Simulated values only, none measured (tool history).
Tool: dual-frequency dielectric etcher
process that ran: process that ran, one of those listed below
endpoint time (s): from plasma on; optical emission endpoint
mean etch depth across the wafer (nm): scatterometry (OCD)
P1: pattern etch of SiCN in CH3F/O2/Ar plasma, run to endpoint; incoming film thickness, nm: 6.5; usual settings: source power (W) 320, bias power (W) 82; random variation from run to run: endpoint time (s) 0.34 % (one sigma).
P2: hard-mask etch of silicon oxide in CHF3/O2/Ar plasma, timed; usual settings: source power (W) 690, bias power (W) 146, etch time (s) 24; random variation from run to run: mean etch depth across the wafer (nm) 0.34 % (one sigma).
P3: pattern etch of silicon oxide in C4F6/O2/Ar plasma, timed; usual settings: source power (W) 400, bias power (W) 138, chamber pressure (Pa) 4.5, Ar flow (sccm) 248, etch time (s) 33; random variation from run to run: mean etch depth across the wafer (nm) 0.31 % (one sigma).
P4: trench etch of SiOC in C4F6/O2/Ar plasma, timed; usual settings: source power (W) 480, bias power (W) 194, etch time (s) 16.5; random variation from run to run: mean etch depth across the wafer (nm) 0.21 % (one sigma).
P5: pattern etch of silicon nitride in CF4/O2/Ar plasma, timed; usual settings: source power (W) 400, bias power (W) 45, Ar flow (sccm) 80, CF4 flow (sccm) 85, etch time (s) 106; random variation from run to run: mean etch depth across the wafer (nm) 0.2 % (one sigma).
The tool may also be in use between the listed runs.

run	hour	process that ran	source power (W)	bias power (W)	Ar flow (sccm)	CF4 flow (sccm)	etch time (s)	chamber pressure (Pa)	endpoint time (s)	mean etch depth across the wafer (nm)
1	2	P1	320	82					18.046	
2	6	P1	320	56					20.712	
3	10.1	P5	270	45	80	85	106			109.08
4	13.2	P3	550	138	248		33	4.5		111.24
# hour 14.2: source power generator calibrated
5	16.5	P2	690	146			24			47.591
6	18.9	P3	400	94	248		33	4.5		88.187
7	21.8	P3	400	138	248		33	4.5		97.87
8	26	P4	480	194			22.5			51.975
9	28.4	P1	320	82					18.097	
10	32.4	P3	400	138	248		33	4.5		97.83
11	36.1	P2	690	146			34.5			68.105
12	39.3	P3	400	138	248		46.5	4.5		137.73
13	42.9	P4	480	194			16.5			38.167
14	46.6	P4	480	194			16.5			38.239
15	49.6	P1	320	82					18.073	
16	52	P5	400	45	80	85	130			188.47
17	56	P1	220	82					20.677	
18	58	P3	400	138	313		33	4.5		95.519
19	60.6	P5	400	45	80	85	106			153.78
20	62.5	P4	630	194			16.5			42.491
21	66.7	P2	690	205			24			53.303
22	69.2	P5	400	45	113	85	106			146.94
23	71.1	P4	480	153			16.5			35.401
24	75.1	P1	320	115					15.876	
25	79.1	P1	430	68					17.378	
26	81.3	P2	690	146			24			47.262
27	85.3	P1	320	82					18.115	
28	87.4	P2	410	146			24			38.931
29	90.6	P3	400	138	248		33	6.1		94.608
30	94.8	P5	400	45	80	56	106			145.31
31	96.9	P1	420	82					16.333	
32	100.9	P5	400	63	80	85	106			175.04
33	104	P1	320	82					18.017	
34	106.1	P1	320	82					18.25	
35	108.3	P1	320	82					18.221	
36	110.3	P1	320	82					18.272	
37	112.6	P1	320	82					18.337	
# hour 113.5: wet clean of the chamber
38	114.6	P1	320	82					18.365	
39	118.6	P1	320	82					18.298	
40	122	P1	320	82					18.424	

What P1 gives has crept away from where it was. These 2 causes fit the log equally well, each at the size given:
A: bias power that arrives under what is set, % = 4.48
B: source power that arrives under what is set, % = 4.43
The creep began at about hour 106.1.
Why every other cause is out:
chamber walls in a state that lowers the etch rate, %: serviced at hour 113.5, which brought nothing back

4 check runs are offered, one wafer each, their results left as question marks. Which one tells the causes apart?
check 1	125.4	P4	480	194			20.5			?
check 2	125.4	P5	400	45	105	85	106			?
check 3	125.4	P3	400	100	248		33	4.5		?
check 4	125.4	P2	690	190			24			?

What each check would give under each cause:
check	result	if A	if B
check 1	mean etch depth across the wafer (nm)	46.707	46.56
check 2	mean etch depth across the wafer (nm)	145.77	142.61
check 3	mean etch depth across the wafer (nm)	88.472	87.953
check 4	mean etch depth across the wafer (nm)	50.832	50.732
How far apart the two closest causes lie, in the result that separates them most: check 1 0.31 %; check 2 2.19 %; check 3 0.59 %; check 4 0.2 %
Check 2 tells the causes apart: in the others they would give nearly the same result.

Then check 2 was run and gave: mean etch depth across the wafer (nm) 142.89. Which cause is it?

It is B: source power that arrives under what is set, %.

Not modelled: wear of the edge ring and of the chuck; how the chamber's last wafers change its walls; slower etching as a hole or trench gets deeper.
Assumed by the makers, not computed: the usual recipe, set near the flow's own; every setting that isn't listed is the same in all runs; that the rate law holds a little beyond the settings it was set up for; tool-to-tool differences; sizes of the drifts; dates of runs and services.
